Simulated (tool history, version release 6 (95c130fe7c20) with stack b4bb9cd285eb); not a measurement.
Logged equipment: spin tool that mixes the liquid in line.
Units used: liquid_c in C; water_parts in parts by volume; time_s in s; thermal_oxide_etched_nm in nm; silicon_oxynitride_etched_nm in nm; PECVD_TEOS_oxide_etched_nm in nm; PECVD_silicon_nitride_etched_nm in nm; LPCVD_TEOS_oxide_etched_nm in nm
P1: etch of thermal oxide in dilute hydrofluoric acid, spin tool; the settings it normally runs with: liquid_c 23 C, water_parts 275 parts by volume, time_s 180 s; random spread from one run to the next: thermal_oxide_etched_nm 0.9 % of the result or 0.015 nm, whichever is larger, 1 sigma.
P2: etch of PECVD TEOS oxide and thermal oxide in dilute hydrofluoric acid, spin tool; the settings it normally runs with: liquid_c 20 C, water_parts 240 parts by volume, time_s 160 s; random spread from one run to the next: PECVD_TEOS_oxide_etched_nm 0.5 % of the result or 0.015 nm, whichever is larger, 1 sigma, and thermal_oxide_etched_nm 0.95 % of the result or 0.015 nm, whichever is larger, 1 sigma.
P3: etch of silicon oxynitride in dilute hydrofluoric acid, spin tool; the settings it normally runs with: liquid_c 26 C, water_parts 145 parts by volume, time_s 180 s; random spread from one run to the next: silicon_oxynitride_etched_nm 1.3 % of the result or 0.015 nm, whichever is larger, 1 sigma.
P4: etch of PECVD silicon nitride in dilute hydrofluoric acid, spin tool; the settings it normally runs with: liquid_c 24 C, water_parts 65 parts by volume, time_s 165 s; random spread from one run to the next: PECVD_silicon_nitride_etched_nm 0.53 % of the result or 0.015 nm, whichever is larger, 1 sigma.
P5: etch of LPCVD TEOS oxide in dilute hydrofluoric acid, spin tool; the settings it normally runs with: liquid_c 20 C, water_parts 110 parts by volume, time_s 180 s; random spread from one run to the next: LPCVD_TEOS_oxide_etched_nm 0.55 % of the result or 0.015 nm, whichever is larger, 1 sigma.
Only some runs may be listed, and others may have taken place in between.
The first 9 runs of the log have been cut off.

run,hour,process,liquid_c,water_parts,time_s,thermal_oxide_etched_nm,silicon_oxynitride_etched_nm,PECVD_TEOS_oxide_etched_nm,PECVD_silicon_nitride_etched_nm,LPCVD_TEOS_oxide_etched_nm
10,149.3,P1,19.5,275,275,3.5858,,,,
11,159.8,P4,24,65,30,,,,2.5499,
12,174.9,P1,23,75,180,12.228,,,,
13,185.9,P5,20,20,180,,,,,146.05
14,194,P4,24,65,165,,,,14.108,
15,211.7,P1,23,275,180,2.6402,,,,
16,228.1,P3,26,145,180,,1.9463,,,
17,238.4,P5,27,110,180,,,,,31.678
18,253.4,P4,31.5,65,165,,,,22.941,
19,265.7,P1,23,275,180,2.6634,,,,
20,277.9,P3,32.5,145,180,,2.5247,,,
21,289,P3,26,145,340,,3.5862,,,
22,298.8,P5,20,110,300,,,,,39.814
23,307.6,P5,20,110,180,,,,,23.904
24,315.7,P3,26,145,180,,1.9717,,,
25,328.3,P4,24,65,165,,,,14.114,

Run 26, settings as shown, results not yet in. Your forecast:
26,345.6,P2,20,240,160,?,,?,,

For run 26 the tool returned thermal_oxide_etched_nm 2.6006 nm, PECVD_TEOS_oxide_etched_nm 14.223 nm.

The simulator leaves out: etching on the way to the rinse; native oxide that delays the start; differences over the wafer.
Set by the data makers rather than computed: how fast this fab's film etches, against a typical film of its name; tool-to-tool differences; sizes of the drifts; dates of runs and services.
